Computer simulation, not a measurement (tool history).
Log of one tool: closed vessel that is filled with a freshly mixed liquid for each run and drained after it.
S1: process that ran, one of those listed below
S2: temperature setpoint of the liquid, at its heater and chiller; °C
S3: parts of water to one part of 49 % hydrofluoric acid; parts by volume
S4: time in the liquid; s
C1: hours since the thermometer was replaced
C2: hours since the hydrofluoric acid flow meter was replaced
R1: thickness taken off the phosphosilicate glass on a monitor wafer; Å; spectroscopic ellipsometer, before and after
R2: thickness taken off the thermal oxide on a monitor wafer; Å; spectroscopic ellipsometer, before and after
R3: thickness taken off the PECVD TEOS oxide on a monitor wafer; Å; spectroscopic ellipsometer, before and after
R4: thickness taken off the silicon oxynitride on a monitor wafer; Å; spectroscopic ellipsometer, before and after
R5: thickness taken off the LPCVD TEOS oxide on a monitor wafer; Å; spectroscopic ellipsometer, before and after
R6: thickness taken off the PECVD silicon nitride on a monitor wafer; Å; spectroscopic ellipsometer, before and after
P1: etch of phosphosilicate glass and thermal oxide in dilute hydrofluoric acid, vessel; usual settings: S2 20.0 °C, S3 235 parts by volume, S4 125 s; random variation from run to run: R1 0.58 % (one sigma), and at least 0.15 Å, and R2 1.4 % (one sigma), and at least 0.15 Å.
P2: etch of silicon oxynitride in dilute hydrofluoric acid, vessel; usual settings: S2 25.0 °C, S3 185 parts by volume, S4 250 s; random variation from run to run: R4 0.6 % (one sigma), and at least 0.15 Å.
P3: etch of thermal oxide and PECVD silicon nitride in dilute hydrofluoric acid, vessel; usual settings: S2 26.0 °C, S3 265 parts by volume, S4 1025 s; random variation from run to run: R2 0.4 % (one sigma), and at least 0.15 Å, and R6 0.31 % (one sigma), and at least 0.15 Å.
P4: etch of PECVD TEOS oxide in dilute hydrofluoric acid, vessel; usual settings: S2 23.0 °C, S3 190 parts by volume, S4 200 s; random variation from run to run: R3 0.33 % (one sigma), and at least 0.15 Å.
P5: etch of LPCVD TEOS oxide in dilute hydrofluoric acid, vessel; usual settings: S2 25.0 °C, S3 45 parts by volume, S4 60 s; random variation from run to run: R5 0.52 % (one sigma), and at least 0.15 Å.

Run 1, hour 10.7: S1 P1, S2 20.0 °C, S3 235 parts by volume, S4 125 s; C1 290.1; C2 286.3. Result: R1 270.700 Å, R2 17.7260 Å.
Run 2, hour 18.9: S1 P1, S2 20.0 °C, S3 235 parts by volume, S4 125 s; C1 298.3; C2 294.5. Result: R1 266.740 Å, R2 17.1660 Å.
Run 3, hour 31.9: S1 P4, S2 23.0 °C, S3 190 parts by volume, S4 295 s; C1 311.3; C2 307.5. Result: R3 303.470 Å.
Run 4, hour 44.6: S1 P2, S2 25.0 °C, S3 185 parts by volume, S4 250 s; C1 324.0; C2 320.2. Result: R4 45.004 Å.
Run 5, hour 55.1: S1 P1, S2 20.0 °C, S3 235 parts by volume, S4 125 s; C1 334.5; C2 330.7. Result: R1 270.410 Å, R2 17.7270 Å.
Run 6, hour 65.8: S1 P5, S2 25.0 °C, S3 45 parts by volume, S4 60 s; C1 345.2; C2 341.4. Result: R5 252.89 Å.
Run 7, hour 72.3: S1 P1, S2 20.0 °C, S3 235 parts by volume, S4 40 s; C1 351.7; C2 347.9. Result: R1 86.229 Å, R2 5.6383 Å.
Run 8, hour 83.8: S1 P1, S2 24.0 °C, S3 235 parts by volume, S4 125 s; C1 363.2; C2 359.4. Result: R1 310.310 Å, R2 20.3180 Å.
Run 9, hour 96.5: S1 P1, S2 17.0 °C, S3 140 parts by volume, S4 125 s; C1 375.9; C2 372.1. Result: R1 436.900 Å, R2 28.5110 Å.
Run 10, hour 103.0: S1 P3, S2 26.0 °C, S3 265 parts by volume, S4 1635 s; C1 382.4; C2 378.6. Result: R2 253.8800 Å, R6 166.750 Å.
Run 11, hour 109.9: S1 P3, S2 26.0 °C, S3 265 parts by volume, S4 1025 s; C1 389.3; C2 385.5. Result: R2 159.9900 Å, R6 104.410 Å.
Run 12, hour 120.1: S1 P2, S2 25.0 °C, S3 185 parts by volume, S4 365 s; C1 399.5; C2 395.7. Result: R4 65.398 Å.
Run 13, hour 129.5: S1 P4, S2 23.0 °C, S3 190 parts by volume, S4 200 s; C1 408.9; C2 405.1. Result: R3 205.100 Å.
Run 14, hour 137.6: S1 P2, S2 25.0 °C, S3 185 parts by volume, S4 250 s; C1 417.0; C2 413.2. Result: R4 45.039 Å.
Run 15, hour 144.2: S1 P2, S2 25.0 °C, S3 320 parts by volume, S4 250 s; C1 423.6; C2 419.8. Result: R4 23.795 Å.
Run 16, hour 156.5: S1 P3, S2 26.0 °C, S3 60 parts by volume, S4 1025 s; C1 435.9; C2 432.1. Result: R2 897.4000 Å, R6 457.510 Å.
Run 17, hour 167.3: S1 P5, S2 25.0 °C, S3 45 parts by volume, S4 60 s; C1 446.7; C2 442.9. Result: R5 253.76 Å.
Run 18, hour 175.4: S1 P1, S2 20.0 °C, S3 100 parts by volume, S4 125 s; C1 454.8; C2 451.0. Result: R1 726.560 Å, R2 48.9160 Å.
Run 19, hour 185.3: S1 P5, S2 25.0 °C, S3 65 parts by volume, S4 60 s; C1 464.7; C2 460.9. Result: R5 171.54 Å.
Run 20, hour 194.7: S1 P2, S2 32.5 °C, S3 185 parts by volume, S4 250 s; C1 474.1; C2 470.3. Result: R4 62.270 Å.
Run 21, hour 202.7: S1 P3, S2 19.5 °C, S3 265 parts by volume, S4 1025 s; C1 482.1; C2 478.3. Result: R2 126.4800 Å, R6 69.366 Å.
Run 22, hour 215.4: S1 P4, S2 23.0 °C, S3 345 parts by volume, S4 200 s; C1 494.8; C2 491.0. Result: R3 96.498 Å.
Run 23, hour 221.6: S1 P4, S2 29.0 °C, S3 190 parts by volume, S4 200 s; C1 501.0; C2 497.2. Result: R3 255.460 Å.
Run 24, hour 233.5: S1 P1, S2 20.0 °C, S3 235 parts by volume, S4 205 s; C1 512.9; C2 509.1. Result: R1 437.890 Å, R2 29.8880 Å.
Run 25, hour 244.3: S1 P5, S2 25.0 °C, S3 45 parts by volume, S4 30 s; C1 523.7; C2 519.9. Result: R5 126.57 Å.
Run 26, hour 255.8: S1 P3, S2 26.0 °C, S3 265 parts by volume, S4 1025 s; C1 535.2; C2 531.4. Result: R2 160.0100 Å, R6 104.760 Å.
Run 27, hour 262.1: S1 P1, S2 20.0 °C, S3 430 parts by volume, S4 125 s; C1 541.5; C2 537.7. Result: R1 123.610 Å, R2 8.0635 Å.
Run 28, hour 272.9: S1 P1, S2 20.0 °C, S3 235 parts by volume, S4 125 s; C1 552.3; C2 548.5. Result: R1 269.450 Å, R2 17.5550 Å.
Run 29, hour 281.7: S1 P5, S2 31.0 °C, S3 45 parts by volume, S4 60 s; C1 561.1; C2 557.3. Result: R5 323.74 Å.
Run 30, hour 292.7: S1 P1, S2 17.0 °C, S3 235 parts by volume, S4 125 s; C1 572.1; C2 568.3. Result: R1 237.940 Å, R2 16.1590 Å.
Run 31, hour 300.1: S1 P1, S2 20.0 °C, S3 235 parts by volume, S4 125 s; C1 579.5; C2 575.7. Result: R1 268.710 Å, R2 17.9010 Å.
Run 32, hour 310.0: S1 P1, S2 20.0 °C, S3 235 parts by volume, S4 125 s; C1 589.4; C2 585.6. Result: R1 269.000 Å, R2 18.0290 Å.
Run 33, hour 322.6: S1 P1, S2 20.0 °C, S3 235 parts by volume, S4 125 s; C1 602.0; C2 598.2. Result: R1 255.500 Å, R2 17.1080 Å.
Run 34, hour 335.4: S1 P1, S2 20.0 °C, S3 235 parts by volume, S4 125 s; C1 614.8; C2 611.0. Result: R1 252.200 Å, R2 16.8020 Å.
Run 35, hour 341.1: S1 P1, S2 20.0 °C, S3 235 parts by volume, S4 125 s; C1 620.5; C2 616.7. Result: R1 254.040 Å, R2 16.2330 Å.
Run 36, hour 351.1: S1 P1, S2 20.0 °C, S3 235 parts by volume, S4 125 s; C1 630.5; C2 626.7. Result: R1 252.850 Å, R2 16.6200 Å.
Run 37, hour 356.9: S1 P1, S2 20.0 °C, S3 235 parts by volume, S4 125 s; C1 636.3; C2 632.5. Result: R1 250.300 Å, R2 16.5760 Å.
Run 38, hour 363.2: S1 P1, S2 20.0 °C, S3 235 parts by volume, S4 125 s; C1 642.6; C2 638.8. Result: R1 250.720 Å, R2 16.4070 Å.

What P1 gives has crept away from where it was. These 2 causes fit the log equally well, each at the size given:
A: liquid colder than its thermometer reads (K) = 1.69
B: hydrofluoric acid flow below the setpoint (%) = 5.11
The creep began at about hour 310.0.

4 check runs are offered, one wafer each, their results left as question marks. Which one tells the causes apart?
Run check 1, hour 369.5: S1 P3, S2 21.5 °C, S3 110 parts by volume, S4 1025 s. Result: R2 ?, R6 ?.
Run check 2, hour 369.5: S1 P4, S2 28.0 °C, S3 190 parts by volume, S4 200 s. Result: R3 ?.
Run check 3, hour 369.5: S1 P2, S2 25.0 °C, S3 315 parts by volume, S4 250 s. Result: R4 ?.
Run check 4, hour 369.5: S1 P5, S2 28.5 °C, S3 65 parts by volume, S4 60 s. Result: R5 ?.

What each check would give under each cause:
  check  result      if A      if B
check 1      R2  358.5100  361.9000
check 1      R6   166.830   177.610
check 2      R3   231.910   231.040
check 3      R4    22.395    22.550
check 4      R5    184.34    186.04
How far apart the two closest causes lie, in the result that separates them most: check 1 6.26 %; check 2 0.38 %; check 3 0.69 %; check 4 0.92 %
Check 1 tells the causes apart: in the others they would give nearly the same result.

Check 1 was then run and gave: R2 356.3500 Å; R6 167.560 Å. Which cause is it?

It is A: liquid colder than its thermometer reads (K).
